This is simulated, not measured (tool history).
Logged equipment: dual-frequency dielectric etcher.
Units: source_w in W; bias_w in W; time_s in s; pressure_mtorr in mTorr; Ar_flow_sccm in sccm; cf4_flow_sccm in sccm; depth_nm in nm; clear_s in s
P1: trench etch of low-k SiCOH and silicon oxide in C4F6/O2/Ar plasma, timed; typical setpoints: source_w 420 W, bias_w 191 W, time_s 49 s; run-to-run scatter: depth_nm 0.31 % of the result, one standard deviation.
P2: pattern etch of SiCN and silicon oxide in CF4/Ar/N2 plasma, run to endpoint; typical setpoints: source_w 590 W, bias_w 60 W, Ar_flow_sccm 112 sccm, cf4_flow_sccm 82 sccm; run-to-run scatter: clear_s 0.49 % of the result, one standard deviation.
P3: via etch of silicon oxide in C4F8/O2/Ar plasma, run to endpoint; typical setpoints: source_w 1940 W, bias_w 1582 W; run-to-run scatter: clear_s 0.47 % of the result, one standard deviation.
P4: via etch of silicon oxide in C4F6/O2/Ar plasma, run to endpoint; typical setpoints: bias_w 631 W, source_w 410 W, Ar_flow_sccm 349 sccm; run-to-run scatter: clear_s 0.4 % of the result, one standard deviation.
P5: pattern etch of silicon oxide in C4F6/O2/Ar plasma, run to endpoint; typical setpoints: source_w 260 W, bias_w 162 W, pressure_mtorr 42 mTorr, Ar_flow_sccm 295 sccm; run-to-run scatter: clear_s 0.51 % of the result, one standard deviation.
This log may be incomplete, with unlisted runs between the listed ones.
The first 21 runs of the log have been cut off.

| run | day | process | source_w | bias_w | time_s | pressure_mtorr | Ar_flow_sccm | cf4_flow_sccm | depth_nm | clear_s |
|---|---|---|---|---|---|---|---|---|---|---|
| 22 | 4.325 | P1 | 420 | 191 | 49 |  |  |  | 169.05 |  |
| 23 | 4.521 | P4 | 410 | 631 |  |  | 265 |  |  | 12.947 |
| 24 | 4.758 | P1 | 580 | 191 | 49 |  |  |  | 190.96 |  |
| 25 | 4.95 | P1 | 420 | 243 | 49 |  |  |  | 182.14 |  |
| 26 | 5.158 | P3 | 1230 | 1582 |  |  |  |  |  | 372.44 |
| 27 | 5.438 | P1 | 420 | 191 | 49 |  |  |  | 168.36 |  |
| 28 | 5.721 | P1 | 420 | 155 | 49 |  |  |  | 158.88 |  |
| 29 | 5.95 | P5 | 260 | 162 |  | 42 | 181 |  |  | 10.561 |
| 30 | 6.108 | P2 | 590 | 60 |  |  | 112 | 82 |  | 8.2389 |
| 31 | 6.271 | P5 | 260 | 162 |  | 42 | 295 |  |  | 11.207 |

Run 32, settings as shown, results not yet in. Your forecast:
| 32 | 6.442 | P5 | 260 | 216 |  | 42 | 295 |  |  | ? |

{"run 32": {"clear_s": 10.07}}

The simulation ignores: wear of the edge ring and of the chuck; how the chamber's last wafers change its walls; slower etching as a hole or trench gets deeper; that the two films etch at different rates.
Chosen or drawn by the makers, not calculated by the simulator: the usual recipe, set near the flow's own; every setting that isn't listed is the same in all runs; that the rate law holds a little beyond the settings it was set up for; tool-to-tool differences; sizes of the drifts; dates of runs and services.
